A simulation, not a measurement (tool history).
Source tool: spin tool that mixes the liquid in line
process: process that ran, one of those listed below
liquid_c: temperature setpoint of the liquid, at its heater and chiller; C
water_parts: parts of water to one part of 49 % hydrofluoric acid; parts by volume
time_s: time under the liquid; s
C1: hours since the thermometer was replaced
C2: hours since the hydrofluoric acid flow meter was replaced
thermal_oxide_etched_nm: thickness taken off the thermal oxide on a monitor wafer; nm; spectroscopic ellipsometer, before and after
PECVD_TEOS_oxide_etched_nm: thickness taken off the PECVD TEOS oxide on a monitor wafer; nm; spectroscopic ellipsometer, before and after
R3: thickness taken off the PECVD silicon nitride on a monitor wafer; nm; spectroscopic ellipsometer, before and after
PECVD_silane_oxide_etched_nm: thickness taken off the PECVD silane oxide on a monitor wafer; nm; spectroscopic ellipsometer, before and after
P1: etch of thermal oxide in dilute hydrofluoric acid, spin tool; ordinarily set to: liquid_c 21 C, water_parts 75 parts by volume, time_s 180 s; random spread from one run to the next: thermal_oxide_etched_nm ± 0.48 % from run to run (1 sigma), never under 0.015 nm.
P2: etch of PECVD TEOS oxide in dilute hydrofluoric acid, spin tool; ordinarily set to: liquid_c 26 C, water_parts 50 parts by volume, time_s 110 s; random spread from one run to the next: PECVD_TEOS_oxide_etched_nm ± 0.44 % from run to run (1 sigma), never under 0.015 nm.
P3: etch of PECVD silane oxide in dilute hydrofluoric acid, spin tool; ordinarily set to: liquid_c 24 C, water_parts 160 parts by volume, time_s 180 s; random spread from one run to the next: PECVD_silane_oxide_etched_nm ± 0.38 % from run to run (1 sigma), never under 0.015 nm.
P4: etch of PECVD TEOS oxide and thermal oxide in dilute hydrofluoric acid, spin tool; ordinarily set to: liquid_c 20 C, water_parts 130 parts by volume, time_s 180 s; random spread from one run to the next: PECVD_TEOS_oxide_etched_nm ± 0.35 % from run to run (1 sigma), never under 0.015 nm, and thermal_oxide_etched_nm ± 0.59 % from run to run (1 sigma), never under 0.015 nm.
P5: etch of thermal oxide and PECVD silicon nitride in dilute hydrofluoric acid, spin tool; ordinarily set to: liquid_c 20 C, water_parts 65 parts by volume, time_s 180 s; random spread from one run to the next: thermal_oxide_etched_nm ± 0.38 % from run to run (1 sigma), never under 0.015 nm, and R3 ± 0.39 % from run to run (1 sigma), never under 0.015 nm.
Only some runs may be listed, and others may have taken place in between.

{"run": 1, "hour": 9.5, "process": "P1", "liquid_c": 21, "water_parts": 75, "time_s": 180, "C1": 1537.2, "C2": 653.9, "thermal_oxide_etched_nm": 10.506}
{"run": 2, "hour": 14.7, "process": "P4", "liquid_c": 17, "water_parts": 130, "time_s": 180, "C1": 1542.4, "C2": 659.1, "thermal_oxide_etched_nm": 4.7038, "PECVD_TEOS_oxide_etched_nm": 11.137}
{"run": 3, "hour": 23.4, "process": "P5", "liquid_c": 20, "water_parts": 65, "time_s": 180, "C1": 1551.1, "C2": 667.8, "thermal_oxide_etched_nm": 10.865, "R3": 6.1224}
{"run": 4, "hour": 29.4, "process": "P4", "liquid_c": 20, "water_parts": 130, "time_s": 265, "C1": 1557.1, "C2": 673.8, "thermal_oxide_etched_nm": 7.7711, "PECVD_TEOS_oxide_etched_nm": 18.631}
{"run": 5, "hour": 39.1, "process": "P1", "liquid_c": 24.5, "water_parts": 75, "time_s": 180, "C1": 1566.8, "C2": 683.5, "thermal_oxide_etched_nm": 12.089}
{"run": 6, "hour": 47.9, "process": "P3", "liquid_c": 24, "water_parts": 160, "time_s": 290, "C1": 1575.6, "C2": 692.3, "PECVD_silane_oxide_etched_nm": 41.636}
{"run": 7, "hour": 56.0, "process": "P4", "liquid_c": 20, "water_parts": 35, "time_s": 180, "C1": 1583.7, "C2": 700.4, "thermal_oxide_etched_nm": 22.109, "PECVD_TEOS_oxide_etched_nm": 52.485}
{"run": 8, "hour": 65.5, "process": "P1", "liquid_c": 17, "water_parts": 75, "time_s": 50, "C1": 1593.2, "C2": 709.9, "thermal_oxide_etched_nm": 2.454}
{"run": 9, "hour": 70.7, "process": "P4", "liquid_c": 20, "water_parts": 130, "time_s": 180, "C1": 1598.4, "C2": 715.1, "thermal_oxide_etched_nm": 5.3429, "PECVD_TEOS_oxide_etched_nm": 12.628}
{"run": 10, "hour": 75.9, "process": "P3", "liquid_c": 17, "water_parts": 160, "time_s": 180, "C1": 1603.6, "C2": 720.3, "PECVD_silane_oxide_etched_nm": 19.647}
{"run": 11, "hour": 81.8, "process": "P1", "liquid_c": 21, "water_parts": 75, "time_s": 180, "C1": 1609.5, "C2": 726.2, "thermal_oxide_etched_nm": 10.432}
{"run": 12, "hour": 88.9, "process": "P1", "liquid_c": 21, "water_parts": 30, "time_s": 180, "C1": 1616.6, "C2": 733.3, "thermal_oxide_etched_nm": 27.778}
{"run": 13, "hour": 95.5, "process": "P1", "liquid_c": 21, "water_parts": 125, "time_s": 325, "C1": 1623.2, "C2": 739.9, "thermal_oxide_etched_nm": 10.805}
{"run": 14, "hour": 103.4, "process": "P1", "liquid_c": 21, "water_parts": 120, "time_s": 180, "C1": 1631.1, "C2": 747.8, "thermal_oxide_etched_nm": 6.2945}
{"run": 15, "hour": 113.4, "process": "P2", "liquid_c": 26, "water_parts": 50, "time_s": 110, "C1": 1641.1, "C2": 757.8, "PECVD_TEOS_oxide_etched_nm": 24.458}
{"run": 16, "hour": 119.7, "process": "P3", "liquid_c": 24, "water_parts": 30, "time_s": 180, "C1": 1647.4, "C2": 764.1, "PECVD_silane_oxide_etched_nm": 162.41}
{"run": 17, "hour": 130.4, "process": "P4", "liquid_c": 20, "water_parts": 130, "time_s": 180, "C1": 1658.1, "C2": 774.8, "thermal_oxide_etched_nm": 5.2918, "PECVD_TEOS_oxide_etched_nm": 12.684}
{"run": 18, "hour": 138.1, "process": "P2", "liquid_c": 26, "water_parts": 50, "time_s": 25, "C1": 1665.8, "C2": 782.5, "PECVD_TEOS_oxide_etched_nm": 5.6023}
{"run": 19, "hour": 147.4, "process": "P2", "liquid_c": 26, "water_parts": 20, "time_s": 110, "C1": 1675.1, "C2": 791.8, "PECVD_TEOS_oxide_etched_nm": 63.269}
{"run": 20, "hour": 154.7, "process": "P1", "liquid_c": 21, "water_parts": 75, "time_s": 180, "C1": 1682.4, "C2": 799.1, "thermal_oxide_etched_nm": 10.515}
{"run": 21, "hour": 159.5, "process": "P1", "liquid_c": 17, "water_parts": 75, "time_s": 90, "C1": 1687.2, "C2": 803.9, "thermal_oxide_etched_nm": 4.4708}
{"run": 22, "hour": 167.5, "process": "P5", "liquid_c": 26.5, "water_parts": 65, "time_s": 180, "C1": 1695.2, "C2": 811.9, "thermal_oxide_etched_nm": 14.229, "R3": 9.4268}
{"run": 23, "hour": 176.3, "process": "P1", "liquid_c": 21, "water_parts": 75, "time_s": 25, "C1": 1704, "C2": 820.7, "thermal_oxide_etched_nm": 1.4852}
{"run": 24, "hour": 182.3, "process": "P5", "liquid_c": 20, "water_parts": 65, "time_s": 15, "C1": 1710, "C2": 826.7, "thermal_oxide_etched_nm": 0.89696, "R3": 0.51341}
{"run": 25, "hour": 190.2, "process": "P1", "liquid_c": 17, "water_parts": 75, "time_s": 180, "C1": 1717.9, "C2": 834.6, "thermal_oxide_etched_nm": 8.9197}
{"hour": 192.3, "done": "hydrofluoric acid flow meter replaced"}
{"run": 26, "hour": 199.6, "process": "P2", "liquid_c": 32.5, "water_parts": 50, "time_s": 110, "C1": 1727.3, "C2": 7.4, "PECVD_TEOS_oxide_etched_nm": 31.664}
{"run": 27, "hour": 204.9, "process": "P5", "liquid_c": 20, "water_parts": 20, "time_s": 180, "C1": 1732.6, "C2": 12.7, "thermal_oxide_etched_nm": 37.493, "R3": 19.162}
{"run": 28, "hour": 210.1, "process": "P1", "liquid_c": 21, "water_parts": 75, "time_s": 180, "C1": 1737.8, "C2": 17.9, "thermal_oxide_etched_nm": 10.615}
{"run": 29, "hour": 218.1, "process": "P1", "liquid_c": 21, "water_parts": 75, "time_s": 290, "C1": 1745.8, "C2": 25.9, "thermal_oxide_etched_nm": 16.974}
{"run": 30, "hour": 227.2, "process": "P3", "liquid_c": 24, "water_parts": 160, "time_s": 180, "C1": 1754.9, "C2": 35, "PECVD_silane_oxide_etched_nm": 26.1}
{"run": 31, "hour": 232.8, "process": "P1", "liquid_c": 21, "water_parts": 75, "time_s": 180, "C1": 1760.5, "C2": 40.6, "thermal_oxide_etched_nm": 10.511}
{"run": 32, "hour": 237.4, "process": "P1", "liquid_c": 21, "water_parts": 75, "time_s": 180, "C1": 1765.1, "C2": 45.2, "thermal_oxide_etched_nm": 10.476}
{"run": 33, "hour": 245.6, "process": "P2", "liquid_c": 26, "water_parts": 50, "time_s": 110, "C1": 1773.3, "C2": 53.4, "PECVD_TEOS_oxide_etched_nm": 24.37}
{"run": 34, "hour": 252.3, "process": "P1", "liquid_c": 21, "water_parts": 75, "time_s": 180, "C1": 1780, "C2": 60.1, "thermal_oxide_etched_nm": 10.588}
{"run": 35, "hour": 256.9, "process": "P1", "liquid_c": 21, "water_parts": 75, "time_s": 180, "C1": 1784.6, "C2": 64.7, "thermal_oxide_etched_nm": 10.335}
{"run": 36, "hour": 264.2, "process": "P1", "liquid_c": 21, "water_parts": 75, "time_s": 180, "C1": 1791.9, "C2": 72, "thermal_oxide_etched_nm": 10.133}
{"run": 37, "hour": 270.3, "process": "P1", "liquid_c": 21, "water_parts": 75, "time_s": 180, "C1": 1798, "C2": 78.1, "thermal_oxide_etched_nm": 10.042}
{"run": 38, "hour": 280.5, "process": "P1", "liquid_c": 21, "water_parts": 75, "time_s": 180, "C1": 1808.2, "C2": 88.3, "thermal_oxide_etched_nm": 10.028}
{"run": 39, "hour": 286.8, "process": "P1", "liquid_c": 21, "water_parts": 75, "time_s": 180, "C1": 1814.5, "C2": 94.6, "thermal_oxide_etched_nm": 9.848}
{"run": 40, "hour": 297.0, "process": "P1", "liquid_c": 21, "water_parts": 75, "time_s": 180, "C1": 1824.7, "C2": 104.8, "thermal_oxide_etched_nm": 9.8826}
{"run": 41, "hour": 303.9, "process": "P1", "liquid_c": 21, "water_parts": 75, "time_s": 180, "C1": 1831.6, "C2": 111.7, "thermal_oxide_etched_nm": 9.8213}
{"run": 42, "hour": 313.7, "process": "P1", "liquid_c": 21, "water_parts": 75, "time_s": 180, "C1": 1841.4, "C2": 121.5, "thermal_oxide_etched_nm": 9.8111}
{"run": 43, "hour": 320.4, "process": "P1", "liquid_c": 21, "water_parts": 75, "time_s": 180, "C1": 1848.1, "C2": 128.2, "thermal_oxide_etched_nm": 9.8411}
{"run": 44, "hour": 326.5, "process": "P1", "liquid_c": 21, "water_parts": 75, "time_s": 180, "C1": 1854.2, "C2": 134.3, "thermal_oxide_etched_nm": 9.8066}

What P1 gives has crept away from where it was. These 2 causes fit the log equally well, each at the size given:
A: hydrofluoric acid flow below the setpoint (%) = 6.56
B: liquid colder than its thermometer reads (K) = 1.78
The creep began at about hour 252.3.

Question marks stand in for the results of the 4 check runs listed below, each run on one wafer. Under which run would the listed causes show clearly different results?
{"run": "check 1", "hour": 332.6, "process": "P5", "liquid_c": 20, "water_parts": 35, "time_s": 70, "thermal_oxide_etched_nm": "?", "R3": "?"}
{"run": "check 2", "hour": 332.6, "process": "P3", "liquid_c": 21, "water_parts": 80, "time_s": 180, "PECVD_silane_oxide_etched_nm": "?"}
{"run": "check 3", "hour": 332.6, "process": "P2", "liquid_c": 26, "water_parts": 20, "time_s": 110, "PECVD_TEOS_oxide_etched_nm": "?"}
{"run": "check 4", "hour": 332.6, "process": "P4", "liquid_c": 17, "water_parts": 95, "time_s": 180, "thermal_oxide_etched_nm": "?", "PECVD_TEOS_oxide_etched_nm": "?"}

If the cause were each of the candidates in turn, the checks would give the following:
check=check_1 result=thermal_oxide_etched_nm if_A=7.5995 if_B=7.5538
check=check_1 result=R3 if_A=4.0504 if_B=3.816
check=check_2 result=PECVD_silane_oxide_etched_nm if_A=46.936 if_B=46.959
check=check_3 result=PECVD_TEOS_oxide_etched_nm if_A=59.442 if_B=59.152
check=check_4 result=thermal_oxide_etched_nm if_A=6.1707 if_B=6.1639
check=check_4 result=PECVD_TEOS_oxide_etched_nm if_A=14.719 if_B=14.702
Separation of the two closest causes in each check, using whichever result separates them best: check 1 5.96 %; check 2 0.05 %; check 3 0.49 %; check 4 0.11 %
Check 1 distinguishes between the causes, while the remaining checks would return nearly the same result for all of them.

Then check 1 was run and gave: thermal_oxide_etched_nm 7.5657 nm; R3 3.7798 nm. Which cause is it?

It is B: liquid colder than its thermometer reads (K).
